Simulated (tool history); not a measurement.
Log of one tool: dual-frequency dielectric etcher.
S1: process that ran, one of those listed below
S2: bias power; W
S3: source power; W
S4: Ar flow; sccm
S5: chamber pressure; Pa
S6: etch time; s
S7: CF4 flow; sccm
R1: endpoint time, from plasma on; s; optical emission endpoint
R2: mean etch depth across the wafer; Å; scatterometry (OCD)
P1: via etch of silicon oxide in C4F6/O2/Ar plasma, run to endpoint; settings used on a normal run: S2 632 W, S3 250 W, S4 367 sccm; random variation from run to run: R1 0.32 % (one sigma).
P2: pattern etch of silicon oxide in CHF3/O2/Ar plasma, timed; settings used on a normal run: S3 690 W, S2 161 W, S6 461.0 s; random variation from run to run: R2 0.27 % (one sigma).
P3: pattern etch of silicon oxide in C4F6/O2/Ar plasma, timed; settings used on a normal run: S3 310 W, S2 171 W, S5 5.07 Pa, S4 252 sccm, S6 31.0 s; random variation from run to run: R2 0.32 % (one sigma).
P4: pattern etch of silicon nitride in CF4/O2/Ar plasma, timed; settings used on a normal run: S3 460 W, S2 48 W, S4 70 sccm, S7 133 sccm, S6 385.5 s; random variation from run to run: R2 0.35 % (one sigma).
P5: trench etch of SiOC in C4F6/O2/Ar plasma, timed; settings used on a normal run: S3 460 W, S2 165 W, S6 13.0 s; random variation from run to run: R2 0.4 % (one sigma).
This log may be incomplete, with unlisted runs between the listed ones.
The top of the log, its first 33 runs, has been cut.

run,hour,S1,S2,S3,S4,S5,S6,S7,R1,R2
34,381.7,P5,165,460,,,13.0,,,287.78
35,396.1,P1,632,250,367,,,,28.376,
36,407.3,P1,632,250,367,,,,28.467,
37,420.2,P1,632,250,367,,,,28.697,
38,435.8,P1,632,250,367,,,,28.669,
# hour 441.8: wet clean of the chamber
39,443.7,P1,632,250,367,,,,28.854,
40,452.6,P1,632,250,367,,,,28.539,
# hour 456.3: Ar flow controller replaced
41,460.4,P1,632,250,367,,,,28.705,

Expected results for the next run?
42,475.0,P1,632,250,367,,,,?,

{"run 42": {"R1": 28.865}}
